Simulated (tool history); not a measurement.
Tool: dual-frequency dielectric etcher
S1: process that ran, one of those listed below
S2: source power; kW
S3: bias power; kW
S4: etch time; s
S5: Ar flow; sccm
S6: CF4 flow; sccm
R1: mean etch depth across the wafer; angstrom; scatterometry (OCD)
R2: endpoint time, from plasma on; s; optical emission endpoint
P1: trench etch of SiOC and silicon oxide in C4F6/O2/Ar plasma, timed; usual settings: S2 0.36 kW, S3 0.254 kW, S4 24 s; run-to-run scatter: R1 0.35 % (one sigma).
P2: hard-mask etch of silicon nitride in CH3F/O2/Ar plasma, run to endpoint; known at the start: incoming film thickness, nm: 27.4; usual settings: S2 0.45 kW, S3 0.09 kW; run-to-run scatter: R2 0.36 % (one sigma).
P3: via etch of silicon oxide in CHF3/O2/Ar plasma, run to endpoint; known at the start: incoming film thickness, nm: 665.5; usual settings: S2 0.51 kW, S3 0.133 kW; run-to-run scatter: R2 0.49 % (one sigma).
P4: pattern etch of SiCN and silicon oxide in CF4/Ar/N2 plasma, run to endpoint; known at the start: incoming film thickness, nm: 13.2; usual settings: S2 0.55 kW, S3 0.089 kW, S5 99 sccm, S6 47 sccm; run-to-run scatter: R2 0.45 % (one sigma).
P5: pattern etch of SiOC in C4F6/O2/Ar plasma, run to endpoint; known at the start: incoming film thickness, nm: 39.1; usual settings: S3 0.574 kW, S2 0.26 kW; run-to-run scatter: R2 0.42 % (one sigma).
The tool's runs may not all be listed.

{"run": 1, "day": 0.588, "S1": "P1", "S2": 0.36, "S3": 0.254, "S4": 24, "R1": 495.96}
{"run": 2, "day": 0.912, "S1": "P5", "S2": 0.26, "S3": 0.574, "R2": 14.469}
{"run": 3, "day": 1.275, "S1": "P1", "S2": 0.47, "S3": 0.254, "S4": 24, "R1": 551.91}
{"run": 4, "day": 1.638, "S1": "P1", "S2": 0.36, "S3": 0.352, "S4": 24, "R1": 557.36}
{"run": 5, "day": 2.088, "S1": "P4", "S2": 0.55, "S3": 0.089, "S5": 75, "S6": 47, "R2": 12.097}
{"run": 6, "day": 2.658, "S1": "P4", "S2": 0.55, "S3": 0.065, "S5": 99, "S6": 47, "R2": 14.128}
{"run": 7, "day": 3.088, "S1": "P3", "S2": 0.51, "S3": 0.133, "R2": 407.6}
{"run": 8, "day": 3.492, "S1": "P2", "S2": 0.45, "S3": 0.09, "R2": 35.248}
{"run": 9, "day": 3.892, "S1": "P3", "S2": 0.31, "S3": 0.133, "R2": 496.29}
{"run": 10, "day": 4.233, "S1": "P1", "S2": 0.26, "S3": 0.254, "S4": 24, "R1": 439.93}
{"run": 11, "day": 4.517, "S1": "P1", "S2": 0.36, "S3": 0.254, "S4": 24, "R1": 497.76}
{"run": 12, "day": 4.85, "S1": "P4", "S2": 0.55, "S3": 0.089, "S5": 99, "S6": 47, "R2": 12.54}
{"day": 4.979, "done": "bias power generator calibrated"}
{"run": 13, "day": 5.175, "S1": "P1", "S2": 0.49, "S3": 0.206, "S4": 24, "R1": 525.17}
{"run": 14, "day": 5.475, "S1": "P1", "S2": 0.36, "S3": 0.254, "S4": 34.5, "R1": 716.57}
{"run": 15, "day": 6.008, "S1": "P1", "S2": 0.36, "S3": 0.254, "S4": 24, "R1": 500.01}
{"run": 16, "day": 6.567, "S1": "P5", "S2": 0.17, "S3": 0.574, "R2": 16.99}
{"run": 17, "day": 7.0, "S1": "P1", "S2": 0.36, "S3": 0.254, "S4": 24, "R1": 498.23}
{"run": 18, "day": 7.554, "S1": "P5", "S2": 0.26, "S3": 0.574, "R2": 14.489}
{"run": 19, "day": 7.938, "S1": "P1", "S2": 0.3, "S3": 0.18, "S4": 24, "R1": 416.3}
{"run": 20, "day": 8.412, "S1": "P1", "S2": 0.36, "S3": 0.254, "S4": 24, "R1": 498.72}
{"run": 21, "day": 8.788, "S1": "P1", "S2": 0.36, "S3": 0.254, "S4": 24, "R1": 495.83}
{"run": 22, "day": 9.242, "S1": "P1", "S2": 0.36, "S3": 0.254, "S4": 14, "R1": 291.75}
{"run": 23, "day": 9.779, "S1": "P2", "S2": 0.45, "S3": 0.064, "R2": 39.726}
{"run": 24, "day": 10.138, "S1": "P1", "S2": 0.48, "S3": 0.17, "S4": 24, "R1": 485.96}
{"run": 25, "day": 10.475, "S1": "P2", "S2": 0.55, "S3": 0.09, "R2": 32.812}
{"run": 26, "day": 10.896, "S1": "P2", "S2": 0.45, "S3": 0.09, "R2": 35.429}
{"run": 27, "day": 11.179, "S1": "P4", "S2": 0.78, "S3": 0.089, "S5": 99, "S6": 47, "R2": 9.2453}
{"run": 28, "day": 11.758, "S1": "P3", "S2": 0.51, "S3": 0.092, "R2": 457.07}
{"run": 29, "day": 12.254, "S1": "P1", "S2": 0.36, "S3": 0.183, "S4": 24, "R1": 447.05}
{"run": 30, "day": 12.688, "S1": "P3", "S2": 0.51, "S3": 0.133, "R2": 405.9}
{"run": 31, "day": 13.175, "S1": "P5", "S2": 0.26, "S3": 0.416, "R2": 16.388}
{"run": 32, "day": 13.542, "S1": "P4", "S2": 0.55, "S3": 0.089, "S5": 99, "S6": 36, "R2": 13.026}
{"run": 33, "day": 13.962, "S1": "P1", "S2": 0.36, "S3": 0.254, "S4": 24, "R1": 495.29}
{"run": 34, "day": 14.462, "S1": "P1", "S2": 0.36, "S3": 0.254, "S4": 24, "R1": 493.75}
{"run": 35, "day": 15.008, "S1": "P1", "S2": 0.36, "S3": 0.254, "S4": 24, "R1": 492.37}
{"run": 36, "day": 15.3, "S1": "P1", "S2": 0.36, "S3": 0.254, "S4": 24, "R1": 492.91}
{"run": 37, "day": 15.754, "S1": "P1", "S2": 0.36, "S3": 0.254, "S4": 24, "R1": 487.14}
{"run": 38, "day": 16.171, "S1": "P1", "S2": 0.36, "S3": 0.254, "S4": 24, "R1": 490.91}
{"run": 39, "day": 16.55, "S1": "P1", "S2": 0.36, "S3": 0.254, "S4": 24, "R1": 490.22}
{"day": 16.721, "done": "wet clean of the chamber"}
{"run": 40, "day": 17.083, "S1": "P1", "S2": 0.36, "S3": 0.254, "S4": 24, "R1": 489.4}
{"run": 41, "day": 17.65, "S1": "P1", "S2": 0.36, "S3": 0.254, "S4": 24, "R1": 487.33}
{"run": 42, "day": 18.058, "S1": "P1", "S2": 0.36, "S3": 0.254, "S4": 24, "R1": 488.79}

What P1 gives has crept away from where it was. These 2 causes fit the log equally well, each at the size given:
A: source power that arrives under what is set, % = 4.44
B: bias power that arrives under what is set, % = 4.96
The creep began at about day 13.962.
Why every other cause is out:
chamber walls in a state that lowers the etch rate, %: serviced at day 16.721, which brought nothing back

4 check runs are offered, each on 3 wafers whose results are averaged, their results left as question marks. Which one tells the causes apart?
{"run": "check 1", "day": 18.467, "S1": "P2", "S2": 0.51, "S3": 0.09, "R2": "?"}
{"run": "check 2", "day": 18.467, "S1": "P3", "S2": 0.38, "S3": 0.096, "R2": "?"}
{"run": "check 3", "day": 18.467, "S1": "P5", "S2": 0.18, "S3": 0.468, "R2": "?"}
{"run": "check 4", "day": 18.467, "S1": "P4", "S2": 0.75, "S3": 0.089, "S5": 99, "S6": 47, "R2": "?"}

What each check would give under each cause:
check=check_1 result=R2 if_A=34.281 if_B=34.309
check=check_2 result=R2 if_A=515.5 if_B=514.17
check=check_3 result=R2 if_A=18.231 if_B=18.284
check=check_4 result=R2 if_A=9.9595 if_B=9.7484
How far apart the two closest causes lie, in the result that separates them most: check 1 0.08 %; check 2 0.26 %; check 3 0.29 %; check 4 2.14 %
Only check 4 tells the causes apart: in the others they would give nearly the same result.

Check 4 was then run and gave: R2 9.7338 s. Which cause is it?

It is B: bias power that arrives under what is set, %.

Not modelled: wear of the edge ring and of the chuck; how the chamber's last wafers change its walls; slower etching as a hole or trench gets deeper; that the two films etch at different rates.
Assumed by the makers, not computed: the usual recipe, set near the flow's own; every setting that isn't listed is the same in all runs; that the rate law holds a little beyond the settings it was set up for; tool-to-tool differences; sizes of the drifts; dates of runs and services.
